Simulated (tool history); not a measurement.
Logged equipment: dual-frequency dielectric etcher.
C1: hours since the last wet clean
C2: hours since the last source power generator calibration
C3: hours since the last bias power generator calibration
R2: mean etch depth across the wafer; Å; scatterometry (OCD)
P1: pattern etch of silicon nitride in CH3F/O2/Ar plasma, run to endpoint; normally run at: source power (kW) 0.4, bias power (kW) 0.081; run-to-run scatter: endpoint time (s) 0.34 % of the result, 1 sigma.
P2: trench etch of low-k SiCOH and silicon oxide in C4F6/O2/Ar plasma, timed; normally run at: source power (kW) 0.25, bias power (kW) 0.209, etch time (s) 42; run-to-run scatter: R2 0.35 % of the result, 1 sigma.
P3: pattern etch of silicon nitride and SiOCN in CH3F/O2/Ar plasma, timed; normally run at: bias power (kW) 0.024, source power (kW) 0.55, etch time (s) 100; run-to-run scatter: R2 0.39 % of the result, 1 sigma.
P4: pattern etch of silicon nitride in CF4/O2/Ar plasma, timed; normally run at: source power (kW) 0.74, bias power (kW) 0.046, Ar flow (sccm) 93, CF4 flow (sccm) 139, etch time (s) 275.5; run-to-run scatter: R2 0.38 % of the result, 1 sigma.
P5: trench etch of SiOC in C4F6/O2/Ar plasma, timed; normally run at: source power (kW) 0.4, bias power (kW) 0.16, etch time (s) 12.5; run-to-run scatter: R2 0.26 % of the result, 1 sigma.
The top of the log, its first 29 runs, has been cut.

Run 30, hour 405: process that ran P2, source power (kW) 0.25, bias power (kW) 0.209, etch time (s) 42; C1 705; C2 867.8; C3 3313.4. Result: R2 1193.3 Å.
Run 31, hour 421.2: process that ran P2, source power (kW) 0.33, bias power (kW) 0.209, etch time (s) 42; C1 721.2; C2 884; C3 3329.6. Result: R2 1324.3 Å.
Run 32, hour 430.2: process that ran P2, source power (kW) 0.25, bias power (kW) 0.264, etch time (s) 42; C1 730.2; C2 893; C3 3338.6. Result: R2 1294.1 Å.
Run 33, hour 442.6: process that ran P1, source power (kW) 0.4, bias power (kW) 0.081; C1 742.6; C2 905.4; C3 3351. Result: endpoint time (s) 54.85.
Run 34, hour 457.9: process that ran P1, source power (kW) 0.4, bias power (kW) 0.081; C1 757.9; C2 920.7; C3 3366.3. Result: endpoint time (s) 54.59.
Run 35, hour 466.8: process that ran P1, source power (kW) 0.4, bias power (kW) 0.081; C1 766.8; C2 929.6; C3 3375.2. Result: endpoint time (s) 54.135.
Run 36, hour 481.6: process that ran P1, source power (kW) 0.4, bias power (kW) 0.081; C1 781.6; C2 944.4; C3 3390. Result: endpoint time (s) 54.016.
At hour 488.9: wet clean of the chamber.
Run 37, hour 493.5: process that ran P1, source power (kW) 0.4, bias power (kW) 0.081; C1 4.7; C2 956.3; C3 3401.9. Result: endpoint time (s) 54.11.

Expected results for the next run?
Run 38, hour 510.5: process that ran P1, source power (kW) 0.4, bias power (kW) 0.081; C1 21.7; C2 973.3; C3 3418.9. Result: endpoint time (s) ?.

{"run 38": {"endpoint time (s)": 53.76}}
